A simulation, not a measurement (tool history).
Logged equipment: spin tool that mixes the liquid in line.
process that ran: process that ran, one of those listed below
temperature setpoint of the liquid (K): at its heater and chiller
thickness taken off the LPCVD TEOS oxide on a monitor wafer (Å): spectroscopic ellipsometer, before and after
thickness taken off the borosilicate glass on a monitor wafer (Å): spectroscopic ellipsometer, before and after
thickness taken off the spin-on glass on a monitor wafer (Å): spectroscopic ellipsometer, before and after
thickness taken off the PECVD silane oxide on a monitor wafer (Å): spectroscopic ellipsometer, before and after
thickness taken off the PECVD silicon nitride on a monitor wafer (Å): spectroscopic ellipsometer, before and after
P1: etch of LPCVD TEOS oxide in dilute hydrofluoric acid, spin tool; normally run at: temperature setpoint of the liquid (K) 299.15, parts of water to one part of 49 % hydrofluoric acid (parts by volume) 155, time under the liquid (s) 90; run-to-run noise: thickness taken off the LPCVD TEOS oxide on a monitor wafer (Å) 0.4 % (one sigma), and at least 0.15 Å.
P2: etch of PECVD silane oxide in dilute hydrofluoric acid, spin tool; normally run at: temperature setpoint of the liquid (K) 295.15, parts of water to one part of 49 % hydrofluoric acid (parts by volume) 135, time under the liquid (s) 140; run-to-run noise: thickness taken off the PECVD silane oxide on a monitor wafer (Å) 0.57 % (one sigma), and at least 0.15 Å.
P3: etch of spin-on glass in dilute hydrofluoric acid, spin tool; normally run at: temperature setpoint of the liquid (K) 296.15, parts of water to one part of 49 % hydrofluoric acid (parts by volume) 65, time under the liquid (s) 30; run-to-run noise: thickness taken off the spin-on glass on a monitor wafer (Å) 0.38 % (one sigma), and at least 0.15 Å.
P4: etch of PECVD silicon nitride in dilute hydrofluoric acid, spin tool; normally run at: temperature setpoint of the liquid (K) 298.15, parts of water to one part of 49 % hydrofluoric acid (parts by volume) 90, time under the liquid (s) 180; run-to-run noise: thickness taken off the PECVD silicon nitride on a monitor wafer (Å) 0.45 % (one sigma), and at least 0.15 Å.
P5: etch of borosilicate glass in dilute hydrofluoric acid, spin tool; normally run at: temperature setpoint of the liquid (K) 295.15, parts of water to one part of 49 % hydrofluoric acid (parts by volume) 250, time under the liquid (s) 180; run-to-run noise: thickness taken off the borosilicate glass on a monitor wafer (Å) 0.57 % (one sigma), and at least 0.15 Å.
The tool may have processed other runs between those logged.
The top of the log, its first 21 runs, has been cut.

run,hour,process that ran,temperature setpoint of the liquid (K),parts of water to one part of 49 % hydrofluoric acid (parts by volume),time under the liquid (s),hours since the thermometer was replaced,hours since the hydrofluoric acid flow meter was replaced,thickness taken off the LPCVD TEOS oxide on a monitor wafer (Å),thickness taken off the borosilicate glass on a monitor wafer (Å),thickness taken off the spin-on glass on a monitor wafer (Å),thickness taken off the PECVD silane oxide on a monitor wafer (Å),thickness taken off the PECVD silicon nitride on a monitor wafer (Å)
22,220.8,P2,290.15,135,140,1457.2,793.2,,,,131.79,
23,228.7,P1,299.15,60,90,1465.1,801.1,594.440,,,,
24,239.3,P5,295.15,250,330,1475.7,811.7,,249.790,,,
25,248.4,P2,295.15,135,140,1484.8,820.8,,,,161.09,
26,257.5,P1,305.15,155,90,1493.9,829.9,252.450,,,,
27,266.9,P1,299.15,155,90,1503.3,839.3,203.810,,,,
28,272.6,P4,298.15,90,180,1509.0,845.0,,,,,76.987
29,281.8,P3,303.65,65,30,1518.2,854.2,,,327.71,,
30,291.5,P2,295.15,135,210,1527.9,863.9,,,,244.64,
31,297.7,P2,295.15,135,140,1534.1,870.1,,,,160.41,

Run 32 comes next. What will it give?
32,306.5,P1,299.15,155,90,1542.9,878.9,?,,,,

Run 32 produced thickness taken off the LPCVD TEOS oxide on a monitor wafer (Å) 203.950.
